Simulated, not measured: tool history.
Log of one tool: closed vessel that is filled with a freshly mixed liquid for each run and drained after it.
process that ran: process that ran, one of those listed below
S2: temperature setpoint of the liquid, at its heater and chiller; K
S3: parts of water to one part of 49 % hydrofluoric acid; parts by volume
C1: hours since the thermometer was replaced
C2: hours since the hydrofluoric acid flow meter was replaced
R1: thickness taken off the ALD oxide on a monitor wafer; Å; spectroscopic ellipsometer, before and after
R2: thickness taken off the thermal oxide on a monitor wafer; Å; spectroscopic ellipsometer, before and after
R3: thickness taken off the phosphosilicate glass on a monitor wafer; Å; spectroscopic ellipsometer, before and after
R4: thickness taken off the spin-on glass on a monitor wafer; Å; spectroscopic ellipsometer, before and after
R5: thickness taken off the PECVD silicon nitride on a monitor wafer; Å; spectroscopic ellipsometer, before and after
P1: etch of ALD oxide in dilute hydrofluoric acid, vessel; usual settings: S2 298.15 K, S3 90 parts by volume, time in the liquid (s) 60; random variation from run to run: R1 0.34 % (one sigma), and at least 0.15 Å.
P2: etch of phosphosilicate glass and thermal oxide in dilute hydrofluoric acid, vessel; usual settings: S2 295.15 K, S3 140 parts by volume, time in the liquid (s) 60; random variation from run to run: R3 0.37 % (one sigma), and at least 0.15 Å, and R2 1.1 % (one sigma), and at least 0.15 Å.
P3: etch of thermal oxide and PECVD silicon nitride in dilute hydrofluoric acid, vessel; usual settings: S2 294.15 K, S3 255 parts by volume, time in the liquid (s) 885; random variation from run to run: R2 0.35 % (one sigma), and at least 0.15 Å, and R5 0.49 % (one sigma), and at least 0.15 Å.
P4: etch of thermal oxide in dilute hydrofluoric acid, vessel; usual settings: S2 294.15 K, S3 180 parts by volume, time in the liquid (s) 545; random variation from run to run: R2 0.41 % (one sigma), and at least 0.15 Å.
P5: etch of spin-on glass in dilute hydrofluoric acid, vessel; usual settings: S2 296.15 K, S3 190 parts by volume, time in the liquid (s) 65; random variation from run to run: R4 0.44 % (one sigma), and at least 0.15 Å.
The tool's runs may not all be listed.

{"run": 1, "hour": 10.7, "process that ran": "P1", "S2": 298.15, "S3": 90, "time in the liquid (s)": 60, "C1": 290.6, "C2": 510.2, "R1": 187.3}
{"run": 2, "hour": 22.6, "process that ran": "P4", "S2": 294.15, "S3": 80, "time in the liquid (s)": 545, "C1": 302.5, "C2": 522.1, "R2": 290.3}
{"run": 3, "hour": 30.1, "process that ran": "P4", "S2": 294.15, "S3": 180, "time in the liquid (s)": 185, "C1": 310, "C2": 529.6, "R2": 39.668}
{"run": 4, "hour": 37.7, "process that ran": "P1", "S2": 298.15, "S3": 160, "time in the liquid (s)": 30, "C1": 317.6, "C2": 537.2, "R1": 48.376}
{"run": 5, "hour": 49.3, "process that ran": "P4", "S2": 290.15, "S3": 180, "time in the liquid (s)": 545, "C1": 329.2, "C2": 548.8, "R2": 99.454}
{"run": 6, "hour": 62.5, "process that ran": "P1", "S2": 298.15, "S3": 90, "time in the liquid (s)": 60, "C1": 342.4, "C2": 562, "R1": 188.08}
{"run": 7, "hour": 68.6, "process that ran": "P4", "S2": 294.15, "S3": 180, "time in the liquid (s)": 545, "C1": 348.5, "C2": 568.1, "R2": 116.64}
{"run": 8, "hour": 74.5, "process that ran": "P1", "S2": 298.15, "S3": 90, "time in the liquid (s)": 110, "C1": 354.4, "C2": 574, "R1": 344.03}
{"run": 9, "hour": 82.2, "process that ran": "P1", "S2": 298.15, "S3": 90, "time in the liquid (s)": 60, "C1": 362.1, "C2": 581.7, "R1": 187.67}
{"run": 10, "hour": 92.8, "process that ran": "P1", "S2": 293.65, "S3": 90, "time in the liquid (s)": 60, "C1": 372.7, "C2": 592.3, "R1": 156.08}
{"run": 11, "hour": 103.1, "process that ran": "P2", "S2": 290.15, "S3": 140, "time in the liquid (s)": 60, "C1": 383, "C2": 602.6, "R2": 15.625, "R3": 438.11}
{"run": 12, "hour": 113.4, "process that ran": "P2", "S2": 295.15, "S3": 210, "time in the liquid (s)": 60, "C1": 393.3, "C2": 612.9, "R2": 11.669, "R3": 331.67}
{"run": 13, "hour": 120.7, "process that ran": "P1", "S2": 298.15, "S3": 90, "time in the liquid (s)": 30, "C1": 400.6, "C2": 620.2, "R1": 94.214}
{"run": 14, "hour": 132.9, "process that ran": "P2", "S2": 295.15, "S3": 140, "time in the liquid (s)": 60, "C1": 412.8, "C2": 632.4, "R2": 19.481, "R3": 539.09}
{"run": 15, "hour": 141.2, "process that ran": "P5", "S2": 290.15, "S3": 190, "time in the liquid (s)": 65, "C1": 421.1, "C2": 640.7, "R4": 111.46}
{"run": 16, "hour": 147.7, "process that ran": "P1", "S2": 292.65, "S3": 130, "time in the liquid (s)": 60, "C1": 427.6, "C2": 647.2, "R1": 99.976}
{"run": 17, "hour": 157.0, "process that ran": "P1", "S2": 298.15, "S3": 150, "time in the liquid (s)": 60, "C1": 436.9, "C2": 656.5, "R1": 104.4}
{"run": 18, "hour": 163.3, "process that ran": "P1", "S2": 303.15, "S3": 90, "time in the liquid (s)": 60, "C1": 443.2, "C2": 662.8, "R1": 226.9}
{"run": 19, "hour": 169.5, "process that ran": "P5", "S2": 296.15, "S3": 115, "time in the liquid (s)": 65, "C1": 449.4, "C2": 669, "R4": 251.71}
{"run": 20, "hour": 179.9, "process that ran": "P1", "S2": 298.15, "S3": 45, "time in the liquid (s)": 60, "C1": 459.8, "C2": 679.4, "R1": 397.31}
{"run": 21, "hour": 192.1, "process that ran": "P3", "S2": 294.15, "S3": 390, "time in the liquid (s)": 885, "C1": 472, "C2": 691.6, "R2": 68.947, "R5": 80.553}
{"run": 22, "hour": 201.2, "process that ran": "P5", "S2": 296.15, "S3": 190, "time in the liquid (s)": 65, "C1": 481.1, "C2": 700.7, "R4": 140.28}
{"run": 23, "hour": 210.4, "process that ran": "P3", "S2": 294.15, "S3": 255, "time in the liquid (s)": 75, "C1": 490.3, "C2": 709.9, "R2": 10.249, "R5": 10.488}
{"run": 24, "hour": 220.9, "process that ran": "P5", "S2": 296.15, "S3": 190, "time in the liquid (s)": 120, "C1": 500.8, "C2": 720.4, "R4": 257.76}
{"run": 25, "hour": 226.8, "process that ran": "P1", "S2": 298.15, "S3": 90, "time in the liquid (s)": 60, "C1": 506.7, "C2": 726.3, "R1": 187.58}
{"run": 26, "hour": 237.3, "process that ran": "P3", "S2": 294.15, "S3": 255, "time in the liquid (s)": 885, "C1": 517.2, "C2": 736.8, "R2": 118.87, "R5": 120.69}
{"run": 27, "hour": 249.6, "process that ran": "P3", "S2": 294.15, "S3": 255, "time in the liquid (s)": 885, "C1": 529.5, "C2": 749.1, "R2": 119.14, "R5": 121.75}
{"run": 28, "hour": 256.9, "process that ran": "P2", "S2": 295.15, "S3": 140, "time in the liquid (s)": 60, "C1": 536.8, "C2": 756.4, "R2": 19.427, "R3": 540.44}
{"run": 29, "hour": 269.7, "process that ran": "P2", "S2": 295.15, "S3": 140, "time in the liquid (s)": 30, "C1": 549.6, "C2": 769.2, "R2": 9.509, "R3": 269.34}
{"run": 30, "hour": 277.6, "process that ran": "P3", "S2": 290.15, "S3": 255, "time in the liquid (s)": 885, "C1": 557.5, "C2": 777.1, "R2": 102.24, "R5": 93.82}
{"run": 31, "hour": 283.6, "process that ran": "P1", "S2": 298.15, "S3": 90, "time in the liquid (s)": 60, "C1": 563.5, "C2": 783.1, "R1": 186.74}
{"run": 32, "hour": 296.1, "process that ran": "P1", "S2": 298.15, "S3": 90, "time in the liquid (s)": 60, "C1": 576, "C2": 795.6, "R1": 187.7}
{"run": 33, "hour": 303.7, "process that ran": "P1", "S2": 298.15, "S3": 90, "time in the liquid (s)": 60, "C1": 583.6, "C2": 803.2, "R1": 180.92}
{"run": 34, "hour": 314.5, "process that ran": "P1", "S2": 298.15, "S3": 90, "time in the liquid (s)": 60, "C1": 594.4, "C2": 814, "R1": 175.97}
{"run": 35, "hour": 320.2, "process that ran": "P1", "S2": 298.15, "S3": 90, "time in the liquid (s)": 60, "C1": 600.1, "C2": 819.7, "R1": 174.55}
{"run": 36, "hour": 331.9, "process that ran": "P1", "S2": 298.15, "S3": 90, "time in the liquid (s)": 60, "C1": 611.8, "C2": 831.4, "R1": 172.72}
{"run": 37, "hour": 343.4, "process that ran": "P1", "S2": 298.15, "S3": 90, "time in the liquid (s)": 60, "C1": 623.3, "C2": 842.9, "R1": 172.44}
{"run": 38, "hour": 349.6, "process that ran": "P1", "S2": 298.15, "S3": 90, "time in the liquid (s)": 60, "C1": 629.5, "C2": 849.1, "R1": 172.38}

What P1 gives has crept away from where it was. These 2 causes fit the log equally well, each at the size given:
A: liquid colder than its thermometer reads (K) = 2.09
B: hydrofluoric acid flow below the setpoint (%) = 7.15
The creep began at about hour 296.1.

4 check runs are offered, each on 3 wafers whose results are averaged, their results left as question marks. Which one tells the causes apart?
{"run": "check 1", "hour": 355.8, "process that ran": "P3", "S2": 294.15, "S3": 255, "time in the liquid (s)": 95, "R2": "?", "R5": "?"}
{"run": "check 2", "hour": 355.8, "process that ran": "P2", "S2": 292.15, "S3": 140, "time in the liquid (s)": 30, "R2": "?", "R3": "?"}
{"run": "check 3", "hour": 355.8, "process that ran": "P5", "S2": 292.15, "S3": 190, "time in the liquid (s)": 95, "R4": "?"}
{"run": "check 4", "hour": 355.8, "process that ran": "P4", "S2": 290.15, "S3": 180, "time in the liquid (s)": 545, "R2": "?"}

What each check would give under each cause:
check=check_1 result=R2 if_A=11.823 if_B=11.654
check=check_1 result=R5 if_A=11.416 if_B=12.152
check=check_2 result=R2 if_A=7.8117 if_B=7.813
check=check_2 result=R3 if_A=219.59 if_B=219.63
check=check_3 result=R4 if_A=161.8 if_B=160.94
check=check_4 result=R2 if_A=91.128 if_B=90.958
How far apart the two closest causes lie, in the result that separates them most: check 1 6.25 %; check 2 0.02 %; check 3 0.53 %; check 4 0.19 %
Only check 1 tells the causes apart: in the others they would give nearly the same result.

Then check 1 was run and gave: R2 11.621 Å; R5 12.117 Å. Which cause is it?

It is B: hydrofluoric acid flow below the setpoint (%).
